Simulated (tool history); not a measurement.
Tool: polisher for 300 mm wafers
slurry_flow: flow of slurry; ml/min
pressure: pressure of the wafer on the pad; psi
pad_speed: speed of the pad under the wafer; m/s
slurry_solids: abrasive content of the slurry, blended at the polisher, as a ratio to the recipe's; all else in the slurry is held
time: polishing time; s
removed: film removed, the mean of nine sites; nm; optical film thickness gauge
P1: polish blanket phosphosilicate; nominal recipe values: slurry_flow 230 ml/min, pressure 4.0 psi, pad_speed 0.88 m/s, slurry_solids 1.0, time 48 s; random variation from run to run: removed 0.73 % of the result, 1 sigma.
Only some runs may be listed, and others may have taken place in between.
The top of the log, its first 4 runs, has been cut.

run 5 hour=33.0 | slurry_flow=230 pressure=4.0 pad_speed=0.88 slurry_solids=1.0 time=48 | removed=467.91
run 6 hour=39.3 | slurry_flow=230 pressure=4.0 pad_speed=1.30 slurry_solids=1.0 time=48 | removed=632.93
run 7 hour=45.2 | slurry_flow=140 pressure=4.0 pad_speed=0.88 slurry_solids=1.0 time=48 | removed=429.40
run 8 hour=50.8 | slurry_flow=230 pressure=4.0 pad_speed=0.88 slurry_solids=0.7 time=74 | removed=606.27
run 9 hour=55.5 | slurry_flow=230 pressure=4.0 pad_speed=0.88 slurry_solids=1.4 time=48 | removed=538.84
run 10 hour=60.9 | slurry_flow=230 pressure=4.0 pad_speed=0.88 slurry_solids=1.0 time=48 | removed=462.86
run 11 hour=65.1 | slurry_flow=230 pressure=4.0 pad_speed=0.88 slurry_solids=0.6 time=48 | removed=356.21
-- hour=66.5 head pressure recalibrated
run 12 hour=72.7 | slurry_flow=230 pressure=4.0 pad_speed=0.88 slurry_solids=1.0 time=30 | removed=292.46
run 13 hour=81.4 | slurry_flow=230 pressure=5.6 pad_speed=0.88 slurry_solids=1.0 time=48 | removed=648.56
run 14 hour=86.9 | slurry_flow=230 pressure=4.0 pad_speed=0.88 slurry_solids=1.0 time=48 | removed=463.18
-- hour=88.5 slurry blender recalibrated
run 15 hour=91.3 | slurry_flow=230 pressure=4.0 pad_speed=0.88 slurry_solids=1.0 time=48 | removed=462.57
run 16 hour=98.8 | slurry_flow=230 pressure=4.0 pad_speed=0.88 slurry_solids=1.0 time=48 | removed=467.29

The next listed run, before its measurement:
run 17 hour=105.7 | slurry_flow=230 pressure=4.0 pad_speed=0.88 slurry_solids=1.0 time=48 | removed=?

{"run 17": {"removed": 466.08}}
